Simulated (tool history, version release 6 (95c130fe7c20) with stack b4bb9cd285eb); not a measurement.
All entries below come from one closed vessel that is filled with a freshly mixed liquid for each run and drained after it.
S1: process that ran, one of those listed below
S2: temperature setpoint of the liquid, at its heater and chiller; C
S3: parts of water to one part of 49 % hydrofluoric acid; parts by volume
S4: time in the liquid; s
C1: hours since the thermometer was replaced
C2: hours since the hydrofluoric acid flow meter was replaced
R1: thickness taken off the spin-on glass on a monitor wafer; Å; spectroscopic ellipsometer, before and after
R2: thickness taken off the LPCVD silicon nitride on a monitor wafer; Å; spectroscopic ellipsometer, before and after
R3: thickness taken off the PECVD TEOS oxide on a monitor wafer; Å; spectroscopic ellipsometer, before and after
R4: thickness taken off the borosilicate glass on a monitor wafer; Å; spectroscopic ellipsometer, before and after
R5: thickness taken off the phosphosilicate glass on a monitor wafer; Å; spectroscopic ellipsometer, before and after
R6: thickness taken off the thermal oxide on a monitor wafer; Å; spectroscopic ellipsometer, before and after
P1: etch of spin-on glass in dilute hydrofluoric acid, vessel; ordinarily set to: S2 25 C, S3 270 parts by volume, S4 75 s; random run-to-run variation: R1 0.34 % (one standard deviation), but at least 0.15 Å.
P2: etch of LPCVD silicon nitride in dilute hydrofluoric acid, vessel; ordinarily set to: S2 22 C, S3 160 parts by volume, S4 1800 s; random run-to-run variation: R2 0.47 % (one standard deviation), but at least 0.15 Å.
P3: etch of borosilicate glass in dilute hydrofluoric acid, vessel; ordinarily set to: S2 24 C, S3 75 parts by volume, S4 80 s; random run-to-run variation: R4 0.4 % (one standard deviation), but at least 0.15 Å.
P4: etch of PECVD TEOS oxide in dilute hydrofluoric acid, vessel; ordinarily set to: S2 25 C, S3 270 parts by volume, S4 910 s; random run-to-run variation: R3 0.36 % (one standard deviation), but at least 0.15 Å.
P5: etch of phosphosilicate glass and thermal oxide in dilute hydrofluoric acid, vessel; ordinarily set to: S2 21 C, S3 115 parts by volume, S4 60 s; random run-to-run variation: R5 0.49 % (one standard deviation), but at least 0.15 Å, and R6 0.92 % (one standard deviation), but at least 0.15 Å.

| run | hour | S1 | S2 | S3 | S4 | C1 | C2 | R1 | R2 | R3 | R4 | R5 | R6 |
|---|---|---|---|---|---|---|---|---|---|---|---|---|---|
| 1 | 13.2 | P1 | 25 | 270 | 75 | 813.1 | 89.8 | 145.27 |  |  |  |  |  |
| 2 | 23.3 | P2 | 17.5 | 160 | 1800 | 823.2 | 99.9 |  | 34.342 |  |  |  |  |
| 3 | 39.2 | P1 | 20 | 270 | 75 | 839.1 | 115.8 | 120.98 |  |  |  |  |  |
| 4 | 52.3 | P4 | 25 | 270 | 210 | 852.2 | 128.9 |  |  | 56.518 |  |  |  |
| 5 | 60.5 | P1 | 25 | 430 | 75 | 860.4 | 137.1 | 78.398 |  |  |  |  |  |
| 6 | 67.8 | P1 | 25 | 270 | 115 | 867.7 | 144.4 | 223.47 |  |  |  |  |  |
| 7 | 75.5 | P1 | 25 | 270 | 30 | 875.4 | 152.1 | 58.202 |  |  |  |  |  |
| 8 | 85.8 | P2 | 22 | 285 | 1800 | 885.7 | 162.4 |  | 26.097 |  |  |  |  |
| 9 | 101.2 | P1 | 28.5 | 180 | 75 | 901.1 | 177.8 | 273.59 |  |  |  |  |  |
| 10 | 110.3 | P3 | 29.5 | 75 | 80 | 910.2 | 186.9 |  |  |  | 225.01 |  |  |
| 11 | 119.1 | P1 | 25 | 270 | 75 | 919 | 195.7 | 146.24 |  |  |  |  |  |
| 12 | 126.7 | P2 | 22 | 160 | 3530 | 926.6 | 203.3 |  | 91.352 |  |  |  |  |
| 13 | 138.9 | P5 | 21 | 115 | 60 | 938.8 | 215.5 |  |  |  |  | 918.01 | 21.797 |
| 14 | 151.3 | P4 | 25 | 160 | 910 | 951.2 | 227.9 |  |  | 471.04 |  |  |  |
| 15 | 162.3 | P4 | 25 | 270 | 910 | 962.2 | 238.9 |  |  | 246.02 |  |  |  |
|  | 166.8 | hydrofluoric acid flow meter replaced |
| 16 | 174.3 | P1 | 25 | 270 | 75 | 974.2 | 7.6 | 144.76 |  |  |  |  |  |
| 17 | 185.7 | P5 | 21 | 115 | 35 | 985.6 | 19 |  |  |  |  | 530.69 | 12.86 |
| 18 | 201.5 | P5 | 21 | 195 | 60 | 1001.4 | 34.8 |  |  |  |  | 493.89 | 11.588 |
| 19 | 217 | P1 | 25 | 270 | 75 | 1016.9 | 50.3 | 144.53 |  |  |  |  |  |
| 20 | 226.7 | P1 | 25 | 65 | 75 | 1026.6 | 60 | 764.17 |  |  |  |  |  |

For run 21, what comes out?
| 21 | 237.2 | P2 | 22 | 160 | 1800 | 1037.1 | 70.5 |  | ? |  |  |  |  |

Run 21 produced R2 46.531 Å.

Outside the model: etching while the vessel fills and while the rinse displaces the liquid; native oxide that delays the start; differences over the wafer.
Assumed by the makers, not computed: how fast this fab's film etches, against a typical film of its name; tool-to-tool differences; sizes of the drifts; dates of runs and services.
